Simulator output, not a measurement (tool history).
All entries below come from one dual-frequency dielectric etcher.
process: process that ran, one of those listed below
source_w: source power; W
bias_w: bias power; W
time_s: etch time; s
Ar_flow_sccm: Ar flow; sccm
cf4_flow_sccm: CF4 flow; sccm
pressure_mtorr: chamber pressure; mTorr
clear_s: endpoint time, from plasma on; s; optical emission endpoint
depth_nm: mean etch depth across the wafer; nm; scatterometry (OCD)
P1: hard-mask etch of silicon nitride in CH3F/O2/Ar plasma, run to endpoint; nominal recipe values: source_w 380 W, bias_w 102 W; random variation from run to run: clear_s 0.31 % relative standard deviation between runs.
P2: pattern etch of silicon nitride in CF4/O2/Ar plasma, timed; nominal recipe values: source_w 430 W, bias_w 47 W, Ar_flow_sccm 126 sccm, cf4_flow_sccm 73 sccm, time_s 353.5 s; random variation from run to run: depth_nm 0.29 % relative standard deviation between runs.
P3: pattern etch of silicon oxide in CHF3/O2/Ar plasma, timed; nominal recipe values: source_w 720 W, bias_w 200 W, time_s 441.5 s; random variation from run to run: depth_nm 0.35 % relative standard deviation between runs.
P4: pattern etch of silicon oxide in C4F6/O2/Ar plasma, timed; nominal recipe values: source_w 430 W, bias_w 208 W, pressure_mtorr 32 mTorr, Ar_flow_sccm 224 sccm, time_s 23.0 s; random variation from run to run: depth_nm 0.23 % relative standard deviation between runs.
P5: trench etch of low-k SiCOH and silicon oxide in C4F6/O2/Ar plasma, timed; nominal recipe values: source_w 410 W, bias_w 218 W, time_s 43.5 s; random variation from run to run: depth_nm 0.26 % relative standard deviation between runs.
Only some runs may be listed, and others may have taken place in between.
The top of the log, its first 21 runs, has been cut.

Run 22, hour 297.8: process P5, source_w 410 W, bias_w 273 W, time_s 43.5 s. Result: depth_nm 159.740 nm.
Run 23, hour 309.8: process P5, source_w 410 W, bias_w 218 W, time_s 43.5 s. Result: depth_nm 147.650 nm.
Run 24, hour 323.2: process P2, source_w 280 W, bias_w 47 W, time_s 353.5 s, Ar_flow_sccm 126 sccm, cf4_flow_sccm 73 sccm. Result: depth_nm 383.450 nm.
Run 25, hour 340.0: process P3, source_w 720 W, bias_w 200 W, time_s 441.5 s. Result: depth_nm 965.860 nm.
Run 26, hour 353.5: process P5, source_w 410 W, bias_w 218 W, time_s 24.5 s. Result: depth_nm 82.931 nm.
Run 27, hour 363.2: process P1, source_w 380 W, bias_w 102 W. Result: clear_s 51.459 s.
Run 28, hour 378.7: process P1, source_w 450 W, bias_w 62 W. Result: clear_s 57.370 s.
Run 29, hour 394.5: process P1, source_w 380 W, bias_w 102 W. Result: clear_s 51.400 s.
Run 30, hour 408.4: process P2, source_w 430 W, bias_w 47 W, time_s 353.5 s, Ar_flow_sccm 126 sccm, cf4_flow_sccm 73 sccm. Result: depth_nm 550.090 nm.
Run 31, hour 419.0: process P1, source_w 380 W, bias_w 102 W. Result: clear_s 51.514 s.
Run 32, hour 431.3: process P3, source_w 440 W, bias_w 200 W, time_s 441.5 s. Result: depth_nm 802.610 nm.
Run 33, hour 438.8: process P4, source_w 430 W, bias_w 208 W, time_s 23.0 s, Ar_flow_sccm 224 sccm, pressure_mtorr 25 mTorr. Result: depth_nm 79.471 nm.
Run 34, hour 447.9: process P3, source_w 720 W, bias_w 200 W, time_s 661.5 s. Result: depth_nm 1458.300 nm.

The next listed run, before its measurement:
Run 35, hour 461.5: process P1, source_w 380 W, bias_w 102 W. Result: clear_s ?.

{"run 35": {"clear_s": 51.569}}
